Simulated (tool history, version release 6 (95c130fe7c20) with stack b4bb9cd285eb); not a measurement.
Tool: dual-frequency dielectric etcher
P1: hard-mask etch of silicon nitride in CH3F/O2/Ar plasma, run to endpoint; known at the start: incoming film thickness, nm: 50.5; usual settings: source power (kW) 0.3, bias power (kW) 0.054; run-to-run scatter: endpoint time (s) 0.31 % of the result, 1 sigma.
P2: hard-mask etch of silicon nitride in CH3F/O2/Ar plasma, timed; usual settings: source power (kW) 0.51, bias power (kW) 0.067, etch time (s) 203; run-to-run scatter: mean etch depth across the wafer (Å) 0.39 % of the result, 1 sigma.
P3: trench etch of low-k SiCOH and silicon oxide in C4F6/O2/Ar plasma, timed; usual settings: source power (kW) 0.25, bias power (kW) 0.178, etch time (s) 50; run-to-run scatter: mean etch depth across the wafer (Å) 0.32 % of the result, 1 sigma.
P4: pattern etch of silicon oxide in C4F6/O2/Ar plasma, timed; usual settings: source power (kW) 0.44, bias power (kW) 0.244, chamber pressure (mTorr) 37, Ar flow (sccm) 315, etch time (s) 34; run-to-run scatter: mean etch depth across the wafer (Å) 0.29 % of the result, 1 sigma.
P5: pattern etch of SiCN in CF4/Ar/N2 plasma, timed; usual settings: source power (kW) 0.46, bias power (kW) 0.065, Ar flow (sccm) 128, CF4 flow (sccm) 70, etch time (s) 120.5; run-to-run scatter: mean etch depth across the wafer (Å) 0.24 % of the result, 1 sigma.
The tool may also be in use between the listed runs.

run	hour	process that ran	source power (kW)	bias power (kW)	Ar flow (sccm)	CF4 flow (sccm)	etch time (s)	chamber pressure (mTorr)	hours since the last wet clean	hours since the last source power generator calibration	hours since the last bias power generator calibration	endpoint time (s)	mean etch depth across the wafer (Å)
1	13.4	P1	0.3	0.054					478.5	673.8	1444.5	87.053	
2	26.5	P1	0.41	0.072					491.6	686.9	1457.6	70.41	
3	42.2	P5	0.46	0.065	128	70	120.5		507.3	702.6	1473.3		1015.5
4	53.3	P2	0.51	0.067			203		518.4	713.7	1484.4		1536.1
5	69	P1	0.3	0.054					534.1	729.4	1500.1	87.471	
6	78.4	P4	0.44	0.244	315		34	49	543.5	738.8	1509.5		1108.7
7	93.1	P4	0.3	0.244	315		34	37	558.2	753.5	1524.2		986.31
8	101.4	P2	0.51	0.067			203		566.5	761.8	1532.5		1526.8
9	109.5	P3	0.25	0.178			50		574.6	769.9	1540.6		1370.1
10	120	P1	0.3	0.065					585.1	780.4	1551.1	82.468	
11	133.3	P5	0.46	0.041	128	70	120.5		598.4	793.7	1564.4		869.82
12	144.4	P2	0.3	0.067			203		609.5	804.8	1575.5		1258.1
13	158.7	P1	0.3	0.033					623.8	819.1	1589.8	101.91	
14	175.7	P3	0.31	0.178			50		640.8	836.1	1606.8		1486.2
15	190.1	P4	0.44	0.244	202		34	37	655.2	850.5	1621.2		1196.8
16	202.8	P4	0.44	0.244	315		46	37	667.9	863.2	1633.9		1543.7
17	212.4	P3	0.25	0.249			50		677.5	872.8	1643.5		1536
18	224.3	P2	0.51	0.067			134.5		689.4	884.7	1655.4		1009.3
19	234.1	P1	0.4	0.054					699.2	894.5	1665.2	78.835	
20	249.6	P5	0.46	0.065	128	70	165		714.7	910	1680.7		1389.3
21	261.5	P5	0.46	0.065	166	70	120.5		726.6	921.9	1692.6		970.07
22	269.5	P1	0.3	0.054					734.6	929.9	1700.6	87.473	
23	284.5	P2	0.51	0.053			203		749.6	944.9	1715.6		1416.2
24	302.7	P4	0.44	0.342	315		34	37	767.8	963.1	1733.8		1284.8
25	314.7	P1	0.3	0.054					779.8	975.1	1745.8	87.518	
26	325.4	P3	0.25	0.178			71.5		790.5	985.8	1756.5		1955
27	342.3	P4	0.44	0.244	315		34	37	807.4	1002.7	1773.4		1146.9
28	359.4	P1	0.18	0.054					824.5	1019.8	1790.5	106.01	
29	371.2	P5	0.46	0.065	128	54	120.5		836.3	1031.6	1802.3		973.98
30	385.3	P5	0.65	0.065	128	70	120.5		850.4	1045.7	1816.4		1381.5
31	400.2	P1	0.3	0.054					865.3	1060.6	1831.3	87.4	
32	416.8	P1	0.3	0.054					881.9	1077.2	1847.9	87.17	
33	425.8	P1	0.3	0.054					890.9	1086.2	1856.9	86.957	
34	438.4	P1	0.3	0.054					903.5	1098.8	1869.5	86.242	
35	453.5	P1	0.3	0.054					918.6	1113.9	1884.6	86.229	
# hour 463.3: wet clean of the chamber
36	468.6	P1	0.3	0.054					5.3	1129	1899.7	86.18	
37	484.2	P1	0.3	0.054					20.9	1144.6	1915.3	86.188	
38	496.4	P1	0.3	0.054					33.1	1156.8	1927.5	85.923	

What P1 gives has crept away from where it was. These 2 causes fit the log equally well, each at the size given:
A: bias power that arrives over what is set, % = 4.87
B: source power that arrives over what is set, % = 4.16
The creep began at about hour 400.2.
Why every other cause is out:
chamber walls in a state that raises the etch rate, %: serviced at hour 463.3, which brought nothing back

4 check runs are offered, one wafer each, their results left as question marks. Which one tells the causes apart?
check 1	508.6	P2	0.34	0.067			139						?
check 2	508.6	P3	0.25	0.237			60						?
check 3	508.6	P4	0.44	0.3	242		34	37					?
check 4	508.6	P5	0.62	0.041	128	70	120.5						?

What each check would give under each cause:
check	result	if A	if B
check 1	mean etch depth across the wafer (Å)	909.1	908.31
check 2	mean etch depth across the wafer (Å)	1840.8	1839
check 3	mean etch depth across the wafer (Å)	1284	1282.5
check 4	mean etch depth across the wafer (Å)	1151.2	1176.3
How far apart the two closest causes lie, in the result that separates them most: check 1 0.09 %; check 2 0.1 %; check 3 0.11 %; check 4 2.16 %
Only check 4 tells the causes apart: in the others they would give nearly the same result.

Check 4 was then run and gave: mean etch depth across the wafer (Å) 1147.8. Which cause is it?

It is A: bias power that arrives over what is set, %.
